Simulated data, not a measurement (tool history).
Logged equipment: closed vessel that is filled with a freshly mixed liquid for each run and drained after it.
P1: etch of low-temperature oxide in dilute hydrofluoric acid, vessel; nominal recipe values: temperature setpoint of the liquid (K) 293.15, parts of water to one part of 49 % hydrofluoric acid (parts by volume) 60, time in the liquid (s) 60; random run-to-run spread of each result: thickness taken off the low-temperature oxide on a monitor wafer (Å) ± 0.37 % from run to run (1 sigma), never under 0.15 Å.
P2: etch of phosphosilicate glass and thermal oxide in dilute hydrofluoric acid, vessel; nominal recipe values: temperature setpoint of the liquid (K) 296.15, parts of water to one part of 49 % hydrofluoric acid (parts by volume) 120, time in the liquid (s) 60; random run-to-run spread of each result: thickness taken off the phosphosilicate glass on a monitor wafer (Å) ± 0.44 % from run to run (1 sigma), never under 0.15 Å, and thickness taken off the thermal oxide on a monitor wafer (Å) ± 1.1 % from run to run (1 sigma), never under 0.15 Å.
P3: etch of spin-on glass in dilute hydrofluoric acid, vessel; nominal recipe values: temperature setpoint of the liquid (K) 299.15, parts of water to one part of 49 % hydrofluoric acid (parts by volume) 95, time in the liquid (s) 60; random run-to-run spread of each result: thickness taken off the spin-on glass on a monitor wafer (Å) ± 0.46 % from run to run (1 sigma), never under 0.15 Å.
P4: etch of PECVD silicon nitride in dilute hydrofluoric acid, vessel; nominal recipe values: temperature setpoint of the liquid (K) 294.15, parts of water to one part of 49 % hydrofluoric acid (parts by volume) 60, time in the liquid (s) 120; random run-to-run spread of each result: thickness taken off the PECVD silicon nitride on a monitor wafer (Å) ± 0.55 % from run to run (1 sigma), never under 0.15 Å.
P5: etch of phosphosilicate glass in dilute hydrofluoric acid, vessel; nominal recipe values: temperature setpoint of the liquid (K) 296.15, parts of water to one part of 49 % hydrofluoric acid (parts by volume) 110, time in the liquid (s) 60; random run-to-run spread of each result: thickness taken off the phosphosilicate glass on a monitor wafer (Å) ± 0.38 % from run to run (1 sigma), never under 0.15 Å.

| run | day | process that ran | temperature setpoint of the liquid (K) | parts of water to one part of 49 % hydrofluoric acid (parts by volume) | time in the liquid (s) | thickness taken off the low-temperature oxide on a monitor wafer (Å) | thickness taken off the phosphosilicate glass on a monitor wafer (Å) | thickness taken off the spin-on glass on a monitor wafer (Å) | thickness taken off the PECVD silicon nitride on a monitor wafer (Å) | thickness taken off the thermal oxide on a monitor wafer (Å) |
|---|---|---|---|---|---|---|---|---|---|---|
| 1 | 0.267 | P1 | 293.15 | 60 | 60 | 267.24 |  |  |  |  |
| 2 | 0.567 | P1 | 293.15 | 60 | 60 | 264.9 |  |  |  |  |
| 3 | 1.104 | P5 | 296.15 | 110 | 30 |  | 251.9 |  |  |  |
| 4 | 1.454 | P1 | 293.15 | 60 | 60 | 266.85 |  |  |  |  |
| 5 | 1.958 | P1 | 293.15 | 60 | 30 | 133.71 |  |  |  |  |
| 6 | 2.329 | P1 | 293.15 | 60 | 100 | 442.09 |  |  |  |  |
| 7 | 2.758 | P1 | 293.15 | 60 | 60 | 266.24 |  |  |  |  |
| 8 | 3.038 | P3 | 305.65 | 95 | 60 |  |  | 484.06 |  |  |
| 9 | 3.483 | P4 | 294.15 | 60 | 120 |  |  |  | 52.189 |  |
| 10 | 4.029 | P1 | 293.15 | 25 | 60 | 664.88 |  |  |  |  |
| 11 | 4.358 | P4 | 294.15 | 60 | 120 |  |  |  | 52.709 |  |
| 12 | 4.712 | P1 | 290.15 | 80 | 60 | 173.15 |  |  |  |  |
| 13 | 5.192 | P1 | 293.15 | 60 | 60 | 265.27 |  |  |  |  |
| 14 | 5.725 | P1 | 293.15 | 60 | 60 | 264.34 |  |  |  |  |
| 15 | 6.142 | P3 | 299.15 | 95 | 60 |  |  | 379.48 |  |  |
| 16 | 6.396 | P1 | 293.15 | 85 | 30 | 91.612 |  |  |  |  |
| 17 | 6.958 | P1 | 301.15 | 60 | 60 | 368.39 |  |  |  |  |
| 18 | 7.3 | P2 | 296.15 | 120 | 60 |  | 423.59 |  |  | 21.926 |
| 19 | 7.554 | P2 | 290.15 | 120 | 60 |  | 331.5 |  |  | 17.384 |
| 20 | 7.867 | P4 | 294.15 | 60 | 235 |  |  |  | 102.3 |  |
| 21 | 8.25 | P5 | 296.15 | 190 | 60 |  | 264.65 |  |  |  |
| 22 | 8.742 | P1 | 290.15 | 60 | 60 | 234.38 |  |  |  |  |
| 23 | 9.029 | P1 | 290.15 | 80 | 60 | 172.64 |  |  |  |  |
| 24 | 9.4 | P4 | 290.15 | 60 | 120 |  |  |  | 39.504 |  |
| 25 | 9.817 | P1 | 293.15 | 85 | 60 | 182.79 |  |  |  |  |
| 26 | 10.346 | P2 | 296.15 | 185 | 60 |  | 253.01 |  |  | 12.986 |
| 27 | 10.9 | P5 | 296.15 | 110 | 60 |  | 498.04 |  |  |  |
| 28 | 11.271 | P3 | 299.15 | 95 | 90 |  |  | 561.71 |  |  |
| 29 | 11.767 | P3 | 299.15 | 165 | 60 |  |  | 198.75 |  |  |
| 30 | 12.292 | P2 | 296.15 | 120 | 30 |  | 212.71 |  |  | 11.074 |
| 31 | 12.85 | P4 | 294.15 | 20 | 120 |  |  |  | 149.18 |  |
| 32 | 13.312 | P1 | 293.15 | 60 | 60 | 266.28 |  |  |  |  |
| 33 | 13.808 | P5 | 290.65 | 110 | 60 |  | 396.64 |  |  |  |
| 34 | 14.317 | P1 | 293.15 | 60 | 60 | 268.48 |  |  |  |  |
| 35 | 14.754 | P1 | 293.15 | 60 | 60 | 259.83 |  |  |  |  |
| 36 | 15.038 | P1 | 293.15 | 60 | 60 | 255.19 |  |  |  |  |
| 37 | 15.3 | P1 | 293.15 | 60 | 60 | 252.77 |  |  |  |  |
| 38 | 15.771 | P1 | 293.15 | 60 | 60 | 251.49 |  |  |  |  |
| 39 | 16.25 | P1 | 293.15 | 60 | 60 | 247.49 |  |  |  |  |

The next listed run, before its measurement:
| 40 | 16.525 | P1 | 293.15 | 60 | 60 | ? |  |  |  |  |

thickness taken off the low-temperature oxide on a monitor wafer (Å): 248.16

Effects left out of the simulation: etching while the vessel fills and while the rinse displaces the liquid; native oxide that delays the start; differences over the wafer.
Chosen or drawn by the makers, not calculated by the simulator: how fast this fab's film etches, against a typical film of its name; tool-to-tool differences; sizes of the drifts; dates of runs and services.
